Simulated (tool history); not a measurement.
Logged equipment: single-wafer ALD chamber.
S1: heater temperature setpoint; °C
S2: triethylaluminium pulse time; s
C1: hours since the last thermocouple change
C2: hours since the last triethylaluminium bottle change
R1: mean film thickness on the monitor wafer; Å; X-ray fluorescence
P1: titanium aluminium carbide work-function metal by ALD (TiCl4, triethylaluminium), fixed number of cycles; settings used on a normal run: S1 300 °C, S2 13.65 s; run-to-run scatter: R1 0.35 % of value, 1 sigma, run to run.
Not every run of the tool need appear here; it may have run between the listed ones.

run 1 hour=8.3 | S1=300 S2=13.65 | C1=1198.9 C2=157.4 | R1=19.563
run 2 hour=17.9 | S1=300 S2=4.80 | C1=1208.5 C2=167.0 | R1=15.961
run 3 hour=25.3 | S1=325 S2=13.65 | C1=1215.9 C2=174.4 | R1=21.676
run 4 hour=41.4 | S1=300 S2=13.65 | C1=1232.0 C2=190.5 | R1=19.615
run 5 hour=57.7 | S1=300 S2=22.48 | C1=1248.3 C2=206.8 | R1=19.801
run 6 hour=68.0 | S1=300 S2=13.65 | C1=1258.6 C2=217.1 | R1=19.654
run 7 hour=80.0 | S1=277 S2=13.65 | C1=1270.6 C2=229.1 | R1=17.619
-- hour=80.8 thermocouple changed; heater temperature recalibrated
run 8 hour=94.6 | S1=300 S2=13.65 | C1=13.9 C2=243.7 | R1=19.697
run 9 hour=110.4 | S1=300 S2=13.65 | C1=29.7 C2=259.5 | R1=19.720
run 10 hour=124.0 | S1=280 S2=5.05 | C1=43.3 C2=273.1 | R1=14.872
run 11 hour=137.6 | S1=300 S2=13.65 | C1=56.9 C2=286.7 | R1=19.474
run 12 hour=145.2 | S1=300 S2=13.65 | C1=64.5 C2=294.3 | R1=19.605
run 13 hour=157.3 | S1=300 S2=13.65 | C1=76.6 C2=306.4 | R1=19.348
run 14 hour=171.0 | S1=300 S2=13.65 | C1=90.3 C2=320.1 | R1=19.226
run 15 hour=181.0 | S1=300 S2=13.65 | C1=100.3 C2=330.1 | R1=19.201

For run 16, what comes out?
run 16 hour=190.1 | S1=300 S2=13.65 | C1=109.4 C2=339.2 | R1=?

Run 16 came out at R1 19.042 Å.
